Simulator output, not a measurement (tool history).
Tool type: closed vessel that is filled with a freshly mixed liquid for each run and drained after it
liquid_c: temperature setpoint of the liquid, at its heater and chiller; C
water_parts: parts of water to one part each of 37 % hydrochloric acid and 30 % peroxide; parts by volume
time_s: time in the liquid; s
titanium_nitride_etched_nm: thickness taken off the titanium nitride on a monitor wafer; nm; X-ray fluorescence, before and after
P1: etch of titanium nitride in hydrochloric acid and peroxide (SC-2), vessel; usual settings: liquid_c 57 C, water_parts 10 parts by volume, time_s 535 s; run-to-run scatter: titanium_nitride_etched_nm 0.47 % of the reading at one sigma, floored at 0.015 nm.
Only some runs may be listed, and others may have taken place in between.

run,hour,liquid_c,water_parts,time_s,hours since the thermometer was replaced,hours since the chemicals flow meter was replaced,hours since the drum of peroxide was connected,titanium_nitride_etched_nm
1,7.7,57,10,535,2167.7,633.2,250.7,20.885
2,14.3,57,4,535,2174.3,639.8,257.3,42.104
3,20.8,57,10,535,2180.8,646.3,263.8,20.967
4,25.6,57,10,535,2185.6,651.1,268.6,20.855
5,32.4,72,10,535,2192.4,657.9,275.4,51.796
6,36.3,57,10,835,2196.3,661.8,279.3,32.486
7,43.5,57,10,535,2203.5,669,286.5,20.992
8,50.2,41.5,10,535,2210.2,675.7,293.2,7.4016
# hour 53.8: chemicals flow meter replaced
9,56.6,57,10,535,2216.6,2.8,299.6,20.86
# hour 60.8: thermometer replaced
10,62.5,57,18,535,1.8,8.7,305.5,12.607
11,67.2,57,6,975,6.5,13.4,310.2,57.211
12,74.3,57,10,535,13.6,20.5,317.3,20.864
13,81.4,57,15,815,20.7,27.6,324.4,22.551
14,87.3,57,10,535,26.6,33.5,330.3,20.755

For run 15, what comes out?
15,92.2,57,10,105,31.5,38.4,335.2,?

Run 15 measured titanium_nitride_etched_nm 4.1121 nm.

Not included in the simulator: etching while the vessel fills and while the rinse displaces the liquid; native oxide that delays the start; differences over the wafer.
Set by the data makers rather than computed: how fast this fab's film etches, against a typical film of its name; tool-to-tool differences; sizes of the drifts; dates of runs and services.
